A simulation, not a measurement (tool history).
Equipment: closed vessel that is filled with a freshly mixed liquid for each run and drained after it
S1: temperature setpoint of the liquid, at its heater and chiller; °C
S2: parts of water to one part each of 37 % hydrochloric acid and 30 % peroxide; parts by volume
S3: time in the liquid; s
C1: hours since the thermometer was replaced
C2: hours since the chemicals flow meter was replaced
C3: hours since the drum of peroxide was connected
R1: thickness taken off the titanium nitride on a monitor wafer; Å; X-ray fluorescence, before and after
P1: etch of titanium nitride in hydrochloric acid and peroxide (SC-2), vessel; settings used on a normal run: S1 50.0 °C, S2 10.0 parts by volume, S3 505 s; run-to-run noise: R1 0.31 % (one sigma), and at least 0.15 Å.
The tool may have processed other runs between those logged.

| run | hour | S1 | S2 | S3 | C1 | C2 | C3 | R1 |
|---|---|---|---|---|---|---|---|---|
| 1 | 2.5 | 50.0 | 10.0 | 505 | 111.4 | 853.7 | 517.6 | 74.0590 |
| 2 | 5.0 | 63.5 | 13.5 | 505 | 113.9 | 856.2 | 520.1 | 136.1900 |
| 3 | 7.2 | 50.0 | 16.5 | 505 | 116.1 | 858.4 | 522.3 | 48.5580 |
| 4 | 9.2 | 35.0 | 10.0 | 505 | 118.1 | 860.4 | 524.3 | 25.8130 |
| 5 | 12.0 | 50.0 | 10.0 | 505 | 120.9 | 863.2 | 527.1 | 74.0300 |
| 6 | 16.1 | 37.5 | 10.0 | 920 | 125.0 | 867.3 | 531.2 | 56.7840 |
| 7 | 20.4 | 50.0 | 10.0 | 505 | 129.3 | 871.6 | 535.5 | 74.4080 |
| 8 | 24.2 | 50.0 | 4.0 | 505 | 133.1 | 875.4 | 539.3 | 148.0700 |
| 9 | 26.9 | 59.5 | 10.0 | 505 | 135.8 | 878.1 | 542.0 | 137.3300 |
| 10 | 30.9 | 64.5 | 16.5 | 505 | 139.8 | 882.1 | 546.0 | 121.2700 |
| 11 | 34.9 | 50.0 | 10.0 | 505 | 143.8 | 886.1 | 550.0 | 74.2560 |
| 12 | 38.0 | 50.0 | 10.0 | 30 | 146.9 | 889.2 | 553.1 | 4.3058 |
| 13 | 40.0 | 50.0 | 10.0 | 505 | 148.9 | 891.2 | 555.1 | 74.1540 |
| 14 | 43.9 | 50.0 | 10.0 | 1010 | 152.8 | 895.1 | 559.0 | 148.1800 |
| 15 | 46.5 | 50.0 | 10.0 | 505 | 155.4 | 897.7 | 561.6 | 74.4890 |
| 16 | 49.5 | 50.0 | 10.0 | 505 | 158.4 | 900.7 | 564.6 | 71.8240 |
| 17 | 52.2 | 50.0 | 10.0 | 505 | 161.1 | 903.4 | 567.3 | 70.7660 |
| 18 | 55.4 | 50.0 | 10.0 | 505 | 164.3 | 906.6 | 570.5 | 69.3400 |
| 19 | 59.1 | 50.0 | 10.0 | 505 | 168.0 | 910.3 | 574.2 | 68.7570 |
| 20 | 61.7 | 50.0 | 10.0 | 505 | 170.6 | 912.9 | 576.8 | 68.1740 |
|  | 64.5 | new drum of peroxide connected |
| 21 | 65.1 | 50.0 | 10.0 | 505 | 174.0 | 916.3 | 0.7 | 68.4440 |
| 22 | 68.0 | 50.0 | 10.0 | 505 | 176.9 | 919.2 | 3.6 | 68.3150 |
| 23 | 71.9 | 50.0 | 10.0 | 505 | 180.8 | 923.1 | 7.5 | 68.1470 |
| 24 | 74.5 | 50.0 | 10.0 | 505 | 183.4 | 925.7 | 10.1 | 68.1090 |

Something has made what P1 gives creep away from where it was; the 2 causes below, each at its own stated size, fit the log equally well:
A: chemicals flow below the setpoint (%) = 9.74
B: liquid colder than its thermometer reads (K) = 1.29
Onset of the creep was near hour 46.5.
Each remaining cause and why it is not a fit:
peroxide weaker than its label (%): serviced after onset, at hour 64.5, with no recovery of the prior output

Each of the check runs listed below is run on 2 wafers and reports their average, with the results left as question marks. Pick the one under which the possible causes would lead to clearly different results.
| check 1 | 77.1 | 50.0 | 10.0 | 900 |  |  |  | ? |
| check 2 | 77.1 | 50.0 | 10.0 | 55 |  |  |  | ? |
| check 3 | 77.1 | 35.0 | 4.5 | 505 |  |  |  | ? |
| check 4 | 77.1 | 35.5 | 16.5 | 505 |  |  |  | ? |

Predicted outcomes, by check and by cause:
| check | result | if A | if B |
|---|---|---|---|
| check 1 | R1 | 121.2000 | 121.1700 |
| check 2 | R1 | 7.4068 | 7.4049 |
| check 3 | R1 | 44.6070 | 43.5980 |
| check 4 | R1 | 15.9380 | 15.8940 |
Separation of the two closest causes in each check, using whichever result separates them best: check 1 0.03 %; check 2 0.03 %; check 3 2.29 %; check 4 0.28 %
Check 3 is the one run that separates the causes; every other check would come out nearly the same whichever cause is at work.

With check 3 done, the readings were: R1 44.8730 Å. Identify which of the listed causes applies.

The correct cause is A, namely: chemicals flow below the setpoint (%).

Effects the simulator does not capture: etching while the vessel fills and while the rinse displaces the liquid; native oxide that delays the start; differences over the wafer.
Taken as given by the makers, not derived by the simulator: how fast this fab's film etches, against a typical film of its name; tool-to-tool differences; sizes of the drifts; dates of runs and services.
